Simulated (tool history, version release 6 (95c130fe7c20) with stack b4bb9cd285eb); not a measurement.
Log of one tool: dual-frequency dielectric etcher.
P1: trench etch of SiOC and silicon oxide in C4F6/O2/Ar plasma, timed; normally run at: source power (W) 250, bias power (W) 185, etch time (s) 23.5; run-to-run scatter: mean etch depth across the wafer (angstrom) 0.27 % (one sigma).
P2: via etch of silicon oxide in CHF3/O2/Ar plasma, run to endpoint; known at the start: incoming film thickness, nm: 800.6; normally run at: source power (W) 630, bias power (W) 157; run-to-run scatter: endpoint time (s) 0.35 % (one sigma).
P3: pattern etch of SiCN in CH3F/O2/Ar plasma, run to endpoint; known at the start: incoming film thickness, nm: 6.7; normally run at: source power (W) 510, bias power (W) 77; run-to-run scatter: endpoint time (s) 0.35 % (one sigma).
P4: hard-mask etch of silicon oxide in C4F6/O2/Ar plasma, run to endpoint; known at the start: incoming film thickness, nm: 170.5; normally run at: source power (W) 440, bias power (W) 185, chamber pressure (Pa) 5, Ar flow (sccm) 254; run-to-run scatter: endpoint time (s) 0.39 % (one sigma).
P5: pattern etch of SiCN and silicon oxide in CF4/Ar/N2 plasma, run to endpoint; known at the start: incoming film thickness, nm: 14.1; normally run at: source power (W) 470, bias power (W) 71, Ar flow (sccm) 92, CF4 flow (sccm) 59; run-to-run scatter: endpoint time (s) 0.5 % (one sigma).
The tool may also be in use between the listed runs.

| run | day | process that ran | source power (W) | bias power (W) | etch time (s) | Ar flow (sccm) | CF4 flow (sccm) | chamber pressure (Pa) | mean etch depth across the wafer (angstrom) | endpoint time (s) |
|---|---|---|---|---|---|---|---|---|---|---|
| 1 | 0.204 | P1 | 250 | 185 | 23.5 |  |  |  | 379.49 |  |
| 2 | 0.475 | P5 | 470 | 71 |  | 92 | 59 |  |  | 16.164 |
| 3 | 0.717 | P5 | 640 | 71 |  | 92 | 59 |  |  | 12.256 |
| 4 | 0.975 | P5 | 470 | 71 |  | 92 | 75 |  |  | 15.527 |
| 5 | 1.221 | P2 | 440 | 157 |  |  |  |  |  | 486.46 |
| 6 | 1.592 | P1 | 210 | 129 | 23.5 |  |  |  | 315.55 |  |
| 7 | 1.808 | P4 | 440 | 259 |  | 254 |  | 5 |  | 47.903 |
| 8 | 2.238 | P4 | 440 | 185 |  | 254 |  | 3.73 |  | 51.748 |
| 9 | 2.608 | P2 | 630 | 157 |  |  |  |  |  | 422.32 |
| 10 | 2.967 | P4 | 560 | 185 |  | 254 |  | 5 |  | 48.525 |
| 11 | 3.217 | P5 | 470 | 71 |  | 54 | 59 |  |  | 14.929 |
| 12 | 3.583 | P1 | 180 | 185 | 23.5 |  |  |  | 334.31 |  |
| 13 | 4.004 | P2 | 630 | 103 |  |  |  |  |  | 476.76 |
| 14 | 4.308 | P1 | 250 | 185 | 23.5 |  |  |  | 378.22 |  |
| 15 | 4.738 | P4 | 440 | 185 |  | 357 |  | 5 |  | 55.354 |
| 16 | 5.121 | P5 | 470 | 55 |  | 92 | 59 |  |  | 17.403 |
| 17 | 5.371 | P3 | 510 | 77 |  |  |  |  |  | 16.111 |
| 18 | 5.721 | P3 | 510 | 77 |  |  |  |  |  | 16.184 |
| 19 | 5.921 | P1 | 330 | 185 | 23.5 |  |  |  | 421.86 |  |
| 20 | 6.317 | P3 | 510 | 103 |  |  |  |  |  | 14.496 |
| 21 | 6.75 | P3 | 310 | 77 |  |  |  |  |  | 19.325 |
| 22 | 7.021 | P1 | 250 | 234 | 23.5 |  |  |  | 411.85 |  |
| 23 | 7.296 | P4 | 440 | 185 |  | 254 |  | 5 |  | 53.481 |
| 24 | 7.583 | P1 | 250 | 122 | 23.5 |  |  |  | 334.12 |  |
| 25 | 7.888 | P1 | 250 | 185 | 32 |  |  |  | 515.97 |  |
| 26 | 8.338 | P1 | 250 | 185 | 23.5 |  |  |  | 380.81 |  |
| 27 | 8.779 | P1 | 250 | 251 | 30.5 |  |  |  | 546.72 |  |
| 28 | 9.2 | P1 | 250 | 185 | 13 |  |  |  | 209.73 |  |
| 29 | 9.562 | P1 | 250 | 185 | 23.5 |  |  |  | 378.69 |  |
| 30 | 9.854 | P1 | 250 | 185 | 23.5 |  |  |  | 381.3 |  |
| 31 | 10.071 | P1 | 250 | 185 | 23.5 |  |  |  | 376.08 |  |
| 32 | 10.308 | P1 | 250 | 185 | 23.5 |  |  |  | 376.34 |  |
| 33 | 10.633 | P1 | 250 | 185 | 23.5 |  |  |  | 373.6 |  |
|  | 10.879 | wet clean of the chamber |
| 34 | 10.967 | P1 | 250 | 185 | 23.5 |  |  |  | 374.63 |  |
| 35 | 11.254 | P1 | 250 | 185 | 23.5 |  |  |  | 372.12 |  |
| 36 | 11.667 | P1 | 250 | 185 | 23.5 |  |  |  | 373.1 |  |

What P1 gives has crept away from where it was. These 2 causes fit the log equally well, each at the size given:
A: bias power that arrives under what is set, % = 4.56
B: source power that arrives under what is set, % = 3.9
The creep began at about day 9.854.
Why every other cause is out:
chamber walls in a state that lowers the etch rate, %: serviced at day 10.879, which brought nothing back

4 check runs are offered, each on 3 wafers whose results are averaged, their results left as question marks. Which one tells the causes apart?
| check 1 | 12.079 | P2 | 630 | 107 |  |  |  |  |  | ? |
| check 2 | 12.079 | P4 | 440 | 185 |  | 354 |  | 5 |  | ? |
| check 3 | 12.079 | P3 | 330 | 99 |  |  |  |  |  | ? |
| check 4 | 12.079 | P5 | 620 | 71 |  | 58 | 59 |  |  | ? |

What each check would give under each cause:
| check | result | if A | if B |
|---|---|---|---|
| check 1 | endpoint time (s) | 482.29 | 483.23 |
| check 2 | endpoint time (s) | 56.207 | 56.254 |
| check 3 | endpoint time (s) | 17.615 | 17.561 |
| check 4 | endpoint time (s) | 11.901 | 12.155 |
How far apart the two closest causes lie, in the result that separates them most: check 1 0.19 %; check 2 0.08 %; check 3 0.31 %; check 4 2.11 %
Only check 4 tells the causes apart: in the others they would give nearly the same result.

Check 4 was then run and gave: endpoint time (s) 11.906. Which cause is it?

It is A: bias power that arrives under what is set, %.
